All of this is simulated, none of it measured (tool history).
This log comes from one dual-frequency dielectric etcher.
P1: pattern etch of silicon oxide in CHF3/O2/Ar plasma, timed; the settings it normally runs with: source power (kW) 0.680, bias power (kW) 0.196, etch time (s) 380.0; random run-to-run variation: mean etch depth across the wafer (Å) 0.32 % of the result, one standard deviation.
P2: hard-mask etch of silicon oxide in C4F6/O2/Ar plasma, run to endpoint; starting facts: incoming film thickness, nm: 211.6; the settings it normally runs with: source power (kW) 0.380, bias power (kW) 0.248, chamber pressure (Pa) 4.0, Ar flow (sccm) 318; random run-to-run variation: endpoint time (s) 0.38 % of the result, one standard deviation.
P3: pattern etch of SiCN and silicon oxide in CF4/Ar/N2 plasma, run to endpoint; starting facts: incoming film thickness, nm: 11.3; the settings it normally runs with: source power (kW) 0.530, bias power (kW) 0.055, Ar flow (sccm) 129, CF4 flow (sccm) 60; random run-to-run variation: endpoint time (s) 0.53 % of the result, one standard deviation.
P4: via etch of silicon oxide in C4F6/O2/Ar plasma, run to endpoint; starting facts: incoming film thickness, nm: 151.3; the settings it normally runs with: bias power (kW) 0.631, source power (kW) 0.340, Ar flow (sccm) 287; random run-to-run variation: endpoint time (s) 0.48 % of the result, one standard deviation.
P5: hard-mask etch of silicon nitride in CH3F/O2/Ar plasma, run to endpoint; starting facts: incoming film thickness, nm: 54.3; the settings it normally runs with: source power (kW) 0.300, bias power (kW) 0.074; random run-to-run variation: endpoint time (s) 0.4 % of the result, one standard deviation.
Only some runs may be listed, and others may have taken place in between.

run,hour,process that ran,source power (kW),bias power (kW),etch time (s),Ar flow (sccm),chamber pressure (Pa),CF4 flow (sccm),hours since the last wet clean,hours since the last source power generator calibration,hours since the last bias power generator calibration,mean etch depth across the wafer (Å),endpoint time (s)
1,14.5,P1,0.680,0.196,380.0,,,,173.5,338.7,1014.5,8309.5,
2,26.2,P5,0.300,0.098,,,,,185.2,350.4,1026.2,,78.501
3,35.6,P4,0.340,0.631,,287,,,194.6,359.8,1035.6,,31.833
4,49.1,P1,0.680,0.196,380.0,,,,208.1,373.3,1049.1,8301.8,
5,64.1,P5,0.370,0.074,,,,,223.1,388.3,1064.1,,80.010
6,79.2,P4,0.340,0.631,,287,,,238.2,403.4,1079.2,,32.135
7,87.7,P1,0.680,0.196,232.0,,,,246.7,411.9,1087.7,5082.0,
8,99.1,P2,0.380,0.248,,213,4.0,,258.1,423.3,1099.1,,58.700
9,116.6,P1,0.680,0.196,380.0,,,,275.6,440.8,1116.6,8319.0,
10,125.6,P5,0.300,0.074,,,,,284.6,449.8,1125.6,,86.647
11,139.3,P2,0.300,0.248,,318,4.0,,298.3,463.5,1139.3,,67.266
12,148.0,P2,0.380,0.248,,318,4.0,,307.0,472.2,1148.0,,61.172
13,165.1,P1,0.680,0.134,380.0,,,,324.1,489.3,1165.1,7348.4,
14,180.8,P1,0.680,0.273,380.0,,,,339.8,505.0,1180.8,9316.2,
15,192.2,P4,0.340,0.434,,287,,,351.2,516.4,1192.2,,36.732
16,210.2,P1,0.950,0.196,380.0,,,,369.2,534.4,1210.2,9449.6,
17,219.6,P2,0.380,0.248,,318,4.0,,378.6,543.8,1219.6,,61.411
18,235.3,P1,0.680,0.196,380.0,,,,394.3,559.5,1235.3,8262.7,
19,253.3,P1,0.800,0.196,474.5,,,,412.3,577.5,1253.3,11074.0,
20,261.2,P1,0.940,0.135,380.0,,,,420.2,585.4,1261.2,8371.5,
21,276.4,P3,0.420,0.055,,129,,60,435.4,600.6,1276.4,,15.950
22,287.3,P3,0.530,0.055,,129,,84,446.3,611.5,1287.3,,12.190
23,297.8,P4,0.230,0.631,,287,,,456.8,622.0,1297.8,,36.999

Forecast run 24:
24,311.6,P1,0.420,0.196,380.0,,,,470.6,635.8,1311.6,?,

Run 24 measured mean etch depth across the wafer (Å) 6923.1.

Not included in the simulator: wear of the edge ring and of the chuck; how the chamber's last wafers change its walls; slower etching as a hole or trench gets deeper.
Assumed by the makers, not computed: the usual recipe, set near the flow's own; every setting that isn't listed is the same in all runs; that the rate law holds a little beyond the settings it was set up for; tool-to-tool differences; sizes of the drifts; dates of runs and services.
